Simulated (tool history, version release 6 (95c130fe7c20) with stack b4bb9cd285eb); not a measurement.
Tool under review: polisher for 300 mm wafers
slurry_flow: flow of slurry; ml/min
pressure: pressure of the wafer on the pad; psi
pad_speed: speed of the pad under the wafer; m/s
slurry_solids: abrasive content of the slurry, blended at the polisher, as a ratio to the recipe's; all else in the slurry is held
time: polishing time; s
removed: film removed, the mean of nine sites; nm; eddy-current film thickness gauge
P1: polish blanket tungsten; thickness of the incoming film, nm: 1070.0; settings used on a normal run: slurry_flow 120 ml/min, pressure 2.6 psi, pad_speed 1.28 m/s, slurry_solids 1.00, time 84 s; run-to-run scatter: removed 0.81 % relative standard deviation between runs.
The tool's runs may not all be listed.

run,hour,slurry_flow,pressure,pad_speed,slurry_solids,time,wafers polished on this pad,hours since the slurry nozzle was cleaned,hours since the head pressure was calibrated,hours since the slurry blender was calibrated,hours since the slurry got fresh peroxide,removed
1,16.1,120,2.6,1.28,1.00,84,874,498.3,278.6,111.2,43.3,417.74
2,33.4,120,2.6,1.28,1.00,84,1058,515.6,295.9,128.5,60.6,419.37
3,43.2,120,2.6,1.28,1.00,84,1163,525.4,305.7,138.3,70.4,416.58
4,59.0,120,2.6,1.28,1.00,44,1332,541.2,321.5,154.1,86.2,217.03
5,71.0,120,2.6,1.28,1.00,84,1460,553.2,333.5,166.1,98.2,410.32
6,85.6,120,2.6,1.28,1.00,84,1616,567.8,348.1,180.7,112.8,417.23
7,102.4,120,2.6,1.28,1.25,84,1796,584.6,364.9,197.5,129.6,436.96
8,111.7,120,2.6,1.28,0.60,84,1895,593.9,374.2,206.8,138.9,370.15
9,128.1,180,2.6,1.28,1.00,84,2070,610.3,390.6,223.2,155.3,449.32
10,140.1,155,1.2,1.28,1.00,84,2199,622.3,402.6,235.2,167.3,200.22
11,154.9,120,3.3,1.28,1.00,84,2357,637.1,417.4,250.0,182.1,529.13
12,163.8,120,1.2,1.28,1.00,84,2452,646.0,426.3,258.9,191.0,191.74
13,179.3,120,2.6,0.62,1.00,84,2618,661.5,441.8,274.4,206.5,202.13
14,190.7,70,2.6,1.28,1.00,84,2739,672.9,453.2,285.8,217.9,358.89
15,205.4,120,2.6,1.28,1.00,84,2896,687.6,467.9,300.5,232.6,418.30
16,220.4,120,2.6,1.64,1.00,84,3057,702.6,482.9,315.5,247.6,531.51

Predict the results of run 17:
17,236.1,120,2.6,1.28,1.00,107,3225,718.3,498.6,331.2,263.3,?

{"run 17": {"removed": 533.12}}

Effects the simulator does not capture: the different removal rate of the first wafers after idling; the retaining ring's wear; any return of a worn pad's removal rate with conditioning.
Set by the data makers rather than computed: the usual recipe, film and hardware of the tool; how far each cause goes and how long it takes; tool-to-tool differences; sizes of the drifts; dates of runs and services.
